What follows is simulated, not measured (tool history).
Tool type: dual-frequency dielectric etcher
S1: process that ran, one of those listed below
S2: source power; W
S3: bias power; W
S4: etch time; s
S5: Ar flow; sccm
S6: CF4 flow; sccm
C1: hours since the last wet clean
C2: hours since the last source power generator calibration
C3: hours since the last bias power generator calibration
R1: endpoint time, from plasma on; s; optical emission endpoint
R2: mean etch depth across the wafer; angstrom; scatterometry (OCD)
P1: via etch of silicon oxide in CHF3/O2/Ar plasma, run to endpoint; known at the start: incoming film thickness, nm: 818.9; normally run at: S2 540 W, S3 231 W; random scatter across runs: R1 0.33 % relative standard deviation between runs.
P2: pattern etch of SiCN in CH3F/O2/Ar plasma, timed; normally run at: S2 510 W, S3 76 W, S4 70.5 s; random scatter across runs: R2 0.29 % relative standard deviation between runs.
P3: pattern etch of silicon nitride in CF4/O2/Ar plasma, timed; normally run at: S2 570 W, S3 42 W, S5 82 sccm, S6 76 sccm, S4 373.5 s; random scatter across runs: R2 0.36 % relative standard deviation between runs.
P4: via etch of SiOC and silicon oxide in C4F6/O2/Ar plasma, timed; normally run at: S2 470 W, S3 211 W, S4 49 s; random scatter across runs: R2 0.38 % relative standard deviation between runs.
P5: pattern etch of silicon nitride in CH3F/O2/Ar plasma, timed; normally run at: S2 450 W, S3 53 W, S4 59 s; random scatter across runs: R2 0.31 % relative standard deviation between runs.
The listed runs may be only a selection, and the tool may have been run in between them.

run 1 hour=13.3 | S1=P1 S2=540 S3=231 | C1=123.5 C2=3627.7 C3=522.6 | R1=404.46
run 2 hour=22.7 | S1=P5 S2=450 S3=53 S4=32.5 | C1=132.9 C2=3637.1 C3=532 | R2=211.26
run 3 hour=31 | S1=P4 S2=470 S3=211 S4=49 | C1=141.2 C2=3645.4 C3=540.3 | R2=615.02
-- hour=38.1 source power generator calibrated
run 4 hour=41.2 | S1=P3 S2=570 S3=51 S4=373.5 S5=82 S6=76 | C1=151.4 C2=3.1 C3=550.5 | R2=8059.2
run 5 hour=53.6 | S1=P5 S2=450 S3=53 S4=59 | C1=163.8 C2=15.5 C3=562.9 | R2=385.94
run 6 hour=63.2 | S1=P5 S2=450 S3=43 S4=59 | C1=173.4 C2=25.1 C3=572.5 | R2=363.13
run 7 hour=74.9 | S1=P1 S2=690 S3=182 | C1=185.1 C2=36.8 C3=584.2 | R1=400.87
run 8 hour=87.4 | S1=P2 S2=510 S3=76 S4=103 | C1=197.6 C2=49.3 C3=596.7 | R2=448.19
run 9 hour=97.3 | S1=P1 S2=700 S3=175 | C1=207.5 C2=59.2 C3=606.6 | R1=401.19
run 10 hour=105.7 | S1=P1 S2=730 S3=231 | C1=215.9 C2=67.6 C3=615 | R1=358.21
run 11 hour=112.5 | S1=P4 S2=470 S3=280 S4=49 | C1=222.7 C2=74.4 C3=621.8 | R2=673.89
run 12 hour=120.2 | S1=P2 S2=710 S3=76 S4=70.5 | C1=230.4 C2=82.1 C3=629.5 | R2=346.67
run 13 hour=130 | S1=P5 S2=340 S3=53 S4=59 | C1=240.2 C2=91.9 C3=639.3 | R2=344.47
run 14 hour=140.9 | S1=P1 S2=540 S3=231 | C1=251.1 C2=102.8 C3=650.2 | R1=405.7
run 15 hour=147.2 | S1=P3 S2=570 S3=42 S4=373.5 S5=82 S6=76 | C1=257.4 C2=109.1 C3=656.5 | R2=7528.2
run 16 hour=157.4 | S1=P3 S2=570 S3=42 S4=373.5 S5=61 S6=76 | C1=267.6 C2=119.3 C3=666.7 | R2=7835.6
run 17 hour=170 | S1=P1 S2=540 S3=147 | C1=280.2 C2=131.9 C3=679.3 | R1=470.53
run 18 hour=176 | S1=P3 S2=790 S3=42 S4=373.5 S5=82 S6=76 | C1=286.2 C2=137.9 C3=685.3 | R2=9983.6
run 19 hour=182.5 | S1=P1 S2=540 S3=231 | C1=292.7 C2=144.4 C3=691.8 | R1=405.03
run 20 hour=193.3 | S1=P3 S2=570 S3=42 S4=373.5 S5=82 S6=53 | C1=303.5 C2=155.2 C3=702.6 | R2=7132.4
run 21 hour=204 | S1=P1 S2=430 S3=231 | C1=314.2 C2=165.9 C3=713.3 | R1=438.68
run 22 hour=214.6 | S1=P2 S2=510 S3=49 S4=70.5 | C1=324.8 C2=176.5 C3=723.9 | R2=263.63
run 23 hour=222.4 | S1=P1 S2=540 S3=231 | C1=332.6 C2=184.3 C3=731.7 | R1=401.02
run 24 hour=229.9 | S1=P1 S2=670 S3=161 | C1=340.1 C2=191.8 C3=739.2 | R1=419.97
run 25 hour=241.6 | S1=P2 S2=510 S3=76 S4=70.5 | C1=351.8 C2=203.5 C3=750.9 | R2=305.68
run 26 hour=247.8 | S1=P3 S2=570 S3=42 S4=373.5 S5=82 S6=76 | C1=358 C2=209.7 C3=757.1 | R2=7552.9
run 27 hour=253.6 | S1=P1 S2=540 S3=307 | C1=363.8 C2=215.5 C3=762.9 | R1=363.12
run 28 hour=265.2 | S1=P4 S2=470 S3=211 S4=73 | C1=375.4 C2=227.1 C3=774.5 | R2=923.85
run 29 hour=273.6 | S1=P1 S2=540 S3=231 | C1=383.8 C2=235.5 C3=782.9 | R1=402.53
run 30 hour=286 | S1=P3 S2=570 S3=42 S4=553.5 S5=82 S6=76 | C1=396.2 C2=247.9 C3=795.3 | R2=11159
run 31 hour=295.1 | S1=P4 S2=660 S3=211 S4=49 | C1=405.3 C2=257 C3=804.4 | R2=701.39
run 32 hour=304.2 | S1=P1 S2=540 S3=231 | C1=414.4 C2=266.1 C3=813.5 | R1=407.03
run 33 hour=315.3 | S1=P1 S2=540 S3=231 | C1=425.5 C2=277.2 C3=824.6 | R1=399.09
run 34 hour=327.7 | S1=P1 S2=540 S3=231 | C1=437.9 C2=289.6 C3=837 | R1=398.99
run 35 hour=336.1 | S1=P1 S2=540 S3=231 | C1=446.3 C2=298 C3=845.4 | R1=399.17
-- hour=345.9 wet clean of the chamber
run 36 hour=346.2 | S1=P1 S2=540 S3=231 | C1=0.4 C2=308.1 C3=855.5 | R1=400.35
run 37 hour=358 | S1=P1 S2=540 S3=231 | C1=12.2 C2=319.9 C3=867.3 | R1=397.7
run 38 hour=366.4 | S1=P1 S2=540 S3=231 | C1=20.6 C2=328.3 C3=875.7 | R1=397.11
run 39 hour=376.9 | S1=P1 S2=540 S3=231 | C1=31.1 C2=338.8 C3=886.2 | R1=393.41
run 40 hour=387.5 | S1=P1 S2=540 S3=231 | C1=41.7 C2=349.4 C3=896.8 | R1=397.86
run 41 hour=394.1 | S1=P1 S2=540 S3=231 | C1=48.3 C2=356 C3=903.4 | R1=397.53

What P1 gives has crept off from where it sat before. The 2 causes that follow fit the log equally well, each at the size noted:
A: bias power that arrives over what is set, % = 4.74
B: source power that arrives over what is set, % = 4.48
At approximately hour 304.2, the process output began to creep.
The rest of the possible causes, and what rules out each one:
chamber walls in a state that raises the etch rate, %: serviced at hour 345.9, after the change had begun; the process did not return to its earlier output

You are offered 4 check runs, listed below with question marks in place of their results; each one averages 2 wafers. Which run separates the listed causes by giving clearly different results for each?
run check 1 hour=400.7 | S1=P3 S2=570 S3=42 S4=373.5 S5=82 S6=53 | R2=?
run check 2 hour=400.7 | S1=P4 S2=470 S3=266 S4=65 | R2=?
run check 3 hour=400.7 | S1=P2 S2=650 S3=76 S4=100 | R2=?
run check 4 hour=400.7 | S1=P5 S2=370 S3=53 S4=45 | R2=?

How each check would come out, cause by cause:
check=check_1 result=R2 if_A=7264.3 if_B=7414.3
check=check_2 result=R2 if_A=897.35 if_B=897.97
check=check_3 result=R2 if_A=482.4 if_B=482.68
check=check_4 result=R2 if_A=275.68 if_B=276.25
How far apart the two closest causes lie, in the result that separates them most: check 1 2.04 %; check 2 0.07 %; check 3 0.06 %; check 4 0.2 %
Only check 1 tells the causes apart: in the others they would give nearly the same result.

With check 1 done, the readings were: R2 7259.3 angstrom. Identify which of the listed causes applies.

It was cause A: bias power that arrives over what is set, %.
